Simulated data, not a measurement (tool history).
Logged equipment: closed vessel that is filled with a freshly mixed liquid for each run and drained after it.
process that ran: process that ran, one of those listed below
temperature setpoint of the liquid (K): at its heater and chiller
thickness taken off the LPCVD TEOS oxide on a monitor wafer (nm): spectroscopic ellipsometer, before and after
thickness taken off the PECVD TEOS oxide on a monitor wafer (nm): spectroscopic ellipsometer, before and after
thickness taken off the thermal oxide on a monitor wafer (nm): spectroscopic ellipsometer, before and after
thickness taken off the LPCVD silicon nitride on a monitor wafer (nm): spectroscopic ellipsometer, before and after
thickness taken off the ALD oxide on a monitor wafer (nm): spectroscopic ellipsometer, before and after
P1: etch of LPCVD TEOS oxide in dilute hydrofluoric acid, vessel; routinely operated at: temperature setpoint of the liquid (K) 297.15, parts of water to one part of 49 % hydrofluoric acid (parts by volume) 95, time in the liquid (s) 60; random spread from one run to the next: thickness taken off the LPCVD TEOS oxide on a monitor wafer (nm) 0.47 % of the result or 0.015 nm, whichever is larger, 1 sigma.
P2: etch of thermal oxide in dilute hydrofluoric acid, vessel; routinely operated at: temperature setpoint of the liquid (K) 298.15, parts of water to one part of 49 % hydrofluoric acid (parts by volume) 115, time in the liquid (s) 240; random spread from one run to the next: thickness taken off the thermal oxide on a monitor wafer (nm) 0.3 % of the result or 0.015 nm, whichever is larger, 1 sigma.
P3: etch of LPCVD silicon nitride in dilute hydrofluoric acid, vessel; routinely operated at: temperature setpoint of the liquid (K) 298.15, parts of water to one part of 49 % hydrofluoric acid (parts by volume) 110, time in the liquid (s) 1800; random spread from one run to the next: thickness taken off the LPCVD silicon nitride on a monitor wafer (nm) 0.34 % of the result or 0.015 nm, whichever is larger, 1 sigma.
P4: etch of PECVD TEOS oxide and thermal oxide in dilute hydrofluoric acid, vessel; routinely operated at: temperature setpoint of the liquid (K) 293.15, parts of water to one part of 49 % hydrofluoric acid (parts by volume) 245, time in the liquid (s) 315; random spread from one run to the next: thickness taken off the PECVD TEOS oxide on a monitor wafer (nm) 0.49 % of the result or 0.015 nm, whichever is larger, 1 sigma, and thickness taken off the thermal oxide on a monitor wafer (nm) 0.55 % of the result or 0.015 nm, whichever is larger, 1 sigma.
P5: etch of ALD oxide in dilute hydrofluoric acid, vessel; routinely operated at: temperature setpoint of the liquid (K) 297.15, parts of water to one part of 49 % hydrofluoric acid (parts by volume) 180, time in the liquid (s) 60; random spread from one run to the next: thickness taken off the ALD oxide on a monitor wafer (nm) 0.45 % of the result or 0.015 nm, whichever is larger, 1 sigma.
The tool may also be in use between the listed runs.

run     day  process that ran  temperature setpoint of the liquid (K)  parts of water to one part of 49 % hydrofluoric acid (parts by volume)  time in the liquid (s)  hours since the thermometer was replaced  hours since the hydrofluoric acid flow meter was replaced  thickness taken off the LPCVD TEOS oxide on a monitor wafer (nm)  thickness taken off the PECVD TEOS oxide on a monitor wafer (nm)  thickness taken off the thermal oxide on a monitor wafer (nm)  thickness taken off the LPCVD silicon nitride on a monitor wafer (nm)  thickness taken off the ALD oxide on a monitor wafer (nm)
  1   0.575                P1                                  297.15                                                                      95                      60                                     428.1                                                      333.7                                                            19.151
  2   1.154                P1                                  302.65                                                                      95                      60                                       442                                                      347.6                                                            23.584
  3   1.562                P1                                  297.15                                                                     135                     100                                     451.8                                                      357.4                                                            21.186
  4   2.079                P4                                  293.15                                                                     150                     315                                     464.2                                                      369.8                                                                                                                              16.108                                                          7.928
  5     2.6                P1                                  297.15                                                                      95                      60                                     476.7                                                      382.3                                                            19.028
  6    3.05                P1                                  297.15                                                                      95                      30                                     487.5                                                      393.1                                                            9.5193
  7   3.458                P1                                  290.15                                                                      95                      60                                     497.3                                                      402.9                                                            14.324
  8   4.008                P3                                  304.65                                                                     110                    1800                                     510.5                                                      416.1                                                                                                                                                                                                                                                                     12.44
  9   4.521                P1                                  297.15                                                                      45                      60                                     522.8                                                      428.4                                                            43.193
 10   5.104                P3                                  298.15                                                                      70                    1800                                     536.8                                                      442.4                                                                                                                                                                                                                                                                    12.823
 11   5.512                P2                                  298.15                                                                     115                     110                                     546.6                                                      452.2                                                                                                                                                                                             4.4078
 12   6.175                P4                                  293.15                                                                     245                     315                                     562.5                                                      468.1                                                                                                                              9.0219                                                         4.4393
 13   6.679                P2                                  298.15                                                                     115                     240                                     574.6                                                      480.2                                                                                                                                                                                             9.5783
      6.883  -- hydrofluoric acid flow meter replaced
 14   7.267                P5                                  297.15                                                                     180                      60                                     588.7                                                        9.3                                                                                                                                                                                                                                                                                                                               6.6497
 15   7.796                P4                                  293.15                                                                     245                     315                                     601.4                                                         22                                                                                                                              8.9809                                                         4.3973
 16   8.188                P4                                  297.65                                                                     245                     315                                     610.8                                                       31.4                                                                                                                              10.571                                                         5.2633
 17   8.492                P1                                  297.15                                                                      95                     105                                     618.1                                                       38.7                                                            33.345
 18   8.975                P3                                  298.15                                                                     110                    1800                                     629.7                                                       50.3                                                                                                                                                                                                                                                                    8.2691
 19   9.579                P1                                  297.15                                                                     155                      60                                     644.2                                                       64.8                                                             10.86
 20   9.933                P4                                  293.15                                                                     245                     555                                     652.7                                                       73.3                                                                                                                              15.884                                                         7.7974
 21  10.438                P1                                  297.15                                                                      95                      60                                     664.8                                                       85.4                                                            18.978
 22  11.062                P2                                  302.15                                                                     115                     240                                     679.8                                                      100.4                                                                                                                                                                                              11.19
 23   11.45                P5                                  297.15                                                                     180                     110                                     689.1                                                      109.7                                                                                                                                                                                                                                                                                                                               12.217
 24  11.808                P5                                  297.15                                                                     180                      60                                     697.7                                                      118.3                                                                                                                                                                                                                                                                                                                               6.6639
 25  12.196                P1                                  297.15                                                                      95                      60                                       707                                                      127.6                                                            19.011
 26  12.554                P5                                  305.15                                                                     180                      60                                     715.6                                                      136.2                                                                                                                                                                                                                                                                                                                               8.8297
 27  13.175                P3                                  298.15                                                                     110                    1800                                     730.5                                                      151.1                                                                                                                                                                                                                                                                    8.2365
 28  13.825                P2                                  298.15                                                                      70                     240                                     746.1                                                      166.7                                                                                                                                                                                             16.766
 29  14.188                P5                                  297.15                                                                     305                      60                                     754.8                                                      175.4                                                                                                                                                                                                                                                                                                                               3.4308
 30  14.571                P3                                  298.15                                                                     110                    3290                                       764                                                      184.6                                                                                                                                                                                                                                                                    14.942

For run 31, what comes out?
 31  15.088                P1                                  297.15                                                                      95                      60                                     776.4                                                        197                                                                 ?

Run 31 measured thickness taken off the LPCVD TEOS oxide on a monitor wafer (nm) 19.035.
